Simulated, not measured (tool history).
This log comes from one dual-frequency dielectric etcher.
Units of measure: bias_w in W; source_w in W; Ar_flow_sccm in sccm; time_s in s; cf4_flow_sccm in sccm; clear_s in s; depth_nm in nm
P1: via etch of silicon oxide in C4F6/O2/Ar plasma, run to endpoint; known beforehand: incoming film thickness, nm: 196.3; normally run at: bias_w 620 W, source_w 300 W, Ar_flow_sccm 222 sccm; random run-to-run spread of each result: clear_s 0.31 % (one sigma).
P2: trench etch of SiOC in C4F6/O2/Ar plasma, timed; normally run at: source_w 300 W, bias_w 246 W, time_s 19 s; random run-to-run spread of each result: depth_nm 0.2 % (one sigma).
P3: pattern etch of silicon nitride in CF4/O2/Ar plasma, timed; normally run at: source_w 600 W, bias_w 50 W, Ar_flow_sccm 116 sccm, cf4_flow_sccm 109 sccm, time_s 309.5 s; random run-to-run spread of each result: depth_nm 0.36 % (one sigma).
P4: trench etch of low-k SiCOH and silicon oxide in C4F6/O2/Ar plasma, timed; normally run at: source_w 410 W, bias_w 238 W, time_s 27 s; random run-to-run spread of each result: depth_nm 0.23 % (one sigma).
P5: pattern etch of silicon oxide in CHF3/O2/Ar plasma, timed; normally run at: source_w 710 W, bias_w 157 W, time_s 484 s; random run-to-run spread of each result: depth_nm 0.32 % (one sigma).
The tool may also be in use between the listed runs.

run 1 hour=5.4 | process=P1 bias_w=620 source_w=300 Ar_flow_sccm=222 | clear_s=44.943
run 2 hour=10.1 | process=P4 bias_w=238 source_w=410 time_s=34.5 | depth_nm=119.88
run 3 hour=18.4 | process=P2 bias_w=246 source_w=300 time_s=12.5 | depth_nm=26.041
run 4 hour=27.6 | process=P1 bias_w=620 source_w=300 Ar_flow_sccm=222 | clear_s=44.622
run 5 hour=34.8 | process=P3 bias_w=31 source_w=600 Ar_flow_sccm=116 time_s=309.5 cf4_flow_sccm=109 | depth_nm=569.87
run 6 hour=45.3 | process=P1 bias_w=842 source_w=300 Ar_flow_sccm=222 | clear_s=39.404
run 7 hour=50.4 | process=P4 bias_w=193 source_w=410 time_s=27 | depth_nm=87.198
run 8 hour=55.5 | process=P2 bias_w=246 source_w=300 time_s=19 | depth_nm=39.544
run 9 hour=65.3 | process=P3 bias_w=50 source_w=810 Ar_flow_sccm=116 time_s=309.5 cf4_flow_sccm=109 | depth_nm=873.37
run 10 hour=70.8 | process=P3 bias_w=50 source_w=600 Ar_flow_sccm=116 time_s=458 cf4_flow_sccm=109 | depth_nm=998.04
run 11 hour=76.6 | process=P4 bias_w=238 source_w=410 time_s=27 | depth_nm=93.306
run 12 hour=81.3 | process=P3 bias_w=50 source_w=600 Ar_flow_sccm=154 time_s=309.5 cf4_flow_sccm=109 | depth_nm=649.41
run 13 hour=88.4 | process=P1 bias_w=620 source_w=300 Ar_flow_sccm=222 | clear_s=45.127
run 14 hour=97.1 | process=P5 bias_w=157 source_w=710 time_s=615.5 | depth_nm=1248
-- hour=99.5 bias power generator calibrated
run 15 hour=103.6 | process=P1 bias_w=443 source_w=300 Ar_flow_sccm=222 | clear_s=50.995
run 16 hour=108.6 | process=P1 bias_w=620 source_w=190 Ar_flow_sccm=222 | clear_s=52.89
run 17 hour=113.4 | process=P5 bias_w=96 source_w=710 time_s=484 | depth_nm=850.99
run 18 hour=118.1 | process=P1 bias_w=620 source_w=360 Ar_flow_sccm=310 | clear_s=43.385
run 19 hour=127.3 | process=P1 bias_w=853 source_w=230 Ar_flow_sccm=222 | clear_s=43.508
run 20 hour=135 | process=P3 bias_w=50 source_w=600 Ar_flow_sccm=116 time_s=309.5 cf4_flow_sccm=109 | depth_nm=674.83
run 21 hour=142.1 | process=P2 bias_w=156 source_w=300 time_s=19 | depth_nm=34.078
run 22 hour=150.4 | process=P1 bias_w=620 source_w=300 Ar_flow_sccm=222 | clear_s=45.04
run 23 hour=160.6 | process=P2 bias_w=246 source_w=300 time_s=19 | depth_nm=39.479
run 24 hour=166.7 | process=P1 bias_w=620 source_w=300 Ar_flow_sccm=222 | clear_s=44.93
run 25 hour=177.3 | process=P1 bias_w=620 source_w=300 Ar_flow_sccm=222 | clear_s=44.967
run 26 hour=187 | process=P1 bias_w=620 source_w=300 Ar_flow_sccm=289 | clear_s=46.274
run 27 hour=195.1 | process=P1 bias_w=620 source_w=370 Ar_flow_sccm=222 | clear_s=41.578
run 28 hour=204.2 | process=P5 bias_w=157 source_w=710 time_s=484 | depth_nm=985.73
run 29 hour=213 | process=P1 bias_w=620 source_w=300 Ar_flow_sccm=168 | clear_s=43.345
run 30 hour=220 | process=P2 bias_w=246 source_w=200 time_s=19 | depth_nm=33.832
run 31 hour=230.4 | process=P4 bias_w=238 source_w=500 time_s=27 | depth_nm=100.77
run 32 hour=240.7 | process=P3 bias_w=50 source_w=600 Ar_flow_sccm=116 time_s=309.5 cf4_flow_sccm=129 | depth_nm=693.92
run 33 hour=250.5 | process=P5 bias_w=157 source_w=540 time_s=484 | depth_nm=889.16
run 34 hour=256.4 | process=P1 bias_w=620 source_w=300 Ar_flow_sccm=222 | clear_s=44.738
run 35 hour=263.6 | process=P1 bias_w=620 source_w=300 Ar_flow_sccm=222 | clear_s=44.917
run 36 hour=269.7 | process=P1 bias_w=620 source_w=300 Ar_flow_sccm=222 | clear_s=45.157
run 37 hour=278.3 | process=P1 bias_w=620 source_w=300 Ar_flow_sccm=222 | clear_s=45.293
run 38 hour=283.7 | process=P1 bias_w=620 source_w=300 Ar_flow_sccm=222 | clear_s=45.268
run 39 hour=291.6 | process=P1 bias_w=620 source_w=300 Ar_flow_sccm=222 | clear_s=45.392
-- hour=292.3 wet clean of the chamber
-- hour=295.3 Ar flow controller replaced
run 40 hour=298.2 | process=P1 bias_w=620 source_w=300 Ar_flow_sccm=222 | clear_s=45.441
run 41 hour=305 | process=P1 bias_w=620 source_w=300 Ar_flow_sccm=222 | clear_s=45.519
run 42 hour=312.1 | process=P1 bias_w=620 source_w=300 Ar_flow_sccm=222 | clear_s=45.308
run 43 hour=320.2 | process=P1 bias_w=620 source_w=300 Ar_flow_sccm=222 | clear_s=45.573

P1 has crept away from where it was. The log is fitted equally well by each of these 2 causes, at the sizes shown:
A: bias power that arrives under what is set, % = 3.88
B: source power that arrives under what is set, % = 4.14
At approximately hour 256.4, the process output began to creep.
What rules out each remaining cause:
chamber walls in a state that lowers the etch rate, %: serviced at hour 292.3, which brought nothing back
Ar flow that arrives over what is set, %: serviced at hour 295.3, which brought nothing back

Consider the 4 check runs below, whose results appear as question marks and each of which averages 2 wafers. Which one distinguishes the causes, in that each cause would give it a clearly different result?
run check 1 hour=328.3 | process=P4 bias_w=238 source_w=410 time_s=27 | depth_nm=?
run check 2 hour=328.3 | process=P5 bias_w=157 source_w=710 time_s=484 | depth_nm=?
run check 3 hour=328.3 | process=P2 bias_w=246 source_w=300 time_s=19 | depth_nm=?
run check 4 hour=328.3 | process=P3 bias_w=50 source_w=600 Ar_flow_sccm=116 time_s=309.5 cf4_flow_sccm=109 | depth_nm=?

Check results expected under each cause:
check=check_1 result=depth_nm if_A=92.222 if_B=91.943
check=check_2 result=depth_nm if_A=972.06 if_B=968.53
check=check_3 result=depth_nm if_A=38.961 if_B=38.863
check=check_4 result=depth_nm if_A=665.48 if_B=650.88
Distance between the nearest two causes, measured in the result of the check that separates them most: check 1 0.3 %; check 2 0.36 %; check 3 0.25 %; check 4 2.22 %
Check 4 is the one run that separates the causes; every other check would come out nearly the same whichever cause is at work.

Running check 4 produced the following: depth_nm 667.94 nm. Which one of the listed causes fits?

It is A: bias power that arrives under what is set, %.
